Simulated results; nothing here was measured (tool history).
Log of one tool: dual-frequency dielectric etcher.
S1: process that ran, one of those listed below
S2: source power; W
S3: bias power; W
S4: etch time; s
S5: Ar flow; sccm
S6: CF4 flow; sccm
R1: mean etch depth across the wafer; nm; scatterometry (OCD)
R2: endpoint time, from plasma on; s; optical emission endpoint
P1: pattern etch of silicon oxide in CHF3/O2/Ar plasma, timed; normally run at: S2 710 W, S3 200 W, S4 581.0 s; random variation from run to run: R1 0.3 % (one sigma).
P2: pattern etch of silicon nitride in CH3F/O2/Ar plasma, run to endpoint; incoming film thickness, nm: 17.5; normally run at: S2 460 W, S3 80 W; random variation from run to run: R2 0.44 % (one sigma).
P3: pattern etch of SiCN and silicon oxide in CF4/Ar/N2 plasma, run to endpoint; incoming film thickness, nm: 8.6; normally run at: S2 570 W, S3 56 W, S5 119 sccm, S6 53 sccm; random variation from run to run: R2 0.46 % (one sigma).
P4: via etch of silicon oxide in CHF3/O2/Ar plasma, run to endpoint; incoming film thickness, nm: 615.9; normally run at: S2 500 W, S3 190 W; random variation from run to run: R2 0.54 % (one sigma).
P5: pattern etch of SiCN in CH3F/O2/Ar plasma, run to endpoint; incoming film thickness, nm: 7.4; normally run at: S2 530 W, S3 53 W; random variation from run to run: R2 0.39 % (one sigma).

run 1 day=0.550 | S1=P1 S2=710 S3=200 S4=581.0 | R1=1257.10
run 2 day=0.867 | S1=P5 S2=530 S3=53 | R2=19.3020
run 3 day=1.154 | S1=P3 S2=350 S3=56 S5=119 S6=53 | R2=14.4190
run 4 day=1.588 | S1=P1 S2=710 S3=200 S4=581.0 | R1=1259.40
-- day=1.896 bias power generator calibrated
run 5 day=1.921 | S1=P1 S2=860 S3=200 S4=581.0 | R1=1359.10
run 6 day=2.292 | S1=P3 S2=570 S3=56 S5=119 S6=53 | R2=9.5309
run 7 day=2.754 | S1=P4 S2=500 S3=190 | R2=333.6400
run 8 day=3.171 | S1=P1 S2=710 S3=200 S4=811.0 | R1=1760.00
run 9 day=3.733 | S1=P3 S2=570 S3=56 S5=119 S6=39 | R2=10.0500
run 10 day=4.288 | S1=P1 S2=710 S3=259 S4=374.5 | R1=886.61
run 11 day=4.821 | S1=P1 S2=570 S3=200 S4=581.0 | R1=1163.40
run 12 day=5.204 | S1=P1 S2=710 S3=200 S4=581.0 | R1=1259.40
run 13 day=5.667 | S1=P1 S2=710 S3=200 S4=581.0 | R1=1260.50
run 14 day=5.925 | S1=P1 S2=710 S3=162 S4=581.0 | R1=1182.60
run 15 day=6.229 | S1=P1 S2=710 S3=270 S4=581.0 | R1=1405.10
run 16 day=6.571 | S1=P4 S2=500 S3=190 | R2=336.1900
run 17 day=7.121 | S1=P1 S2=710 S3=157 S4=778.5 | R1=1559.50
run 18 day=7.508 | S1=P5 S2=430 S3=53 | R2=20.9600
run 19 day=7.833 | S1=P2 S2=460 S3=80 | R2=22.9380
run 20 day=8.375 | S1=P2 S2=460 S3=101 | R2=21.1260
run 21 day=8.688 | S1=P3 S2=570 S3=44 S5=119 S6=53 | R2=10.3640
run 22 day=9.171 | S1=P1 S2=710 S3=200 S4=581.0 | R1=1257.40
run 23 day=9.608 | S1=P1 S2=710 S3=200 S4=448.0 | R1=974.68
run 24 day=9.967 | S1=P1 S2=860 S3=134 S4=581.0 | R1=1192.60
run 25 day=10.483 | S1=P4 S2=630 S3=190 | R2=307.6900

The next listed run, before its measurement:
run 26 day=10.788 | S1=P4 S2=500 S3=121 | R2=?

{"run 26": {"R2": 393.42}}
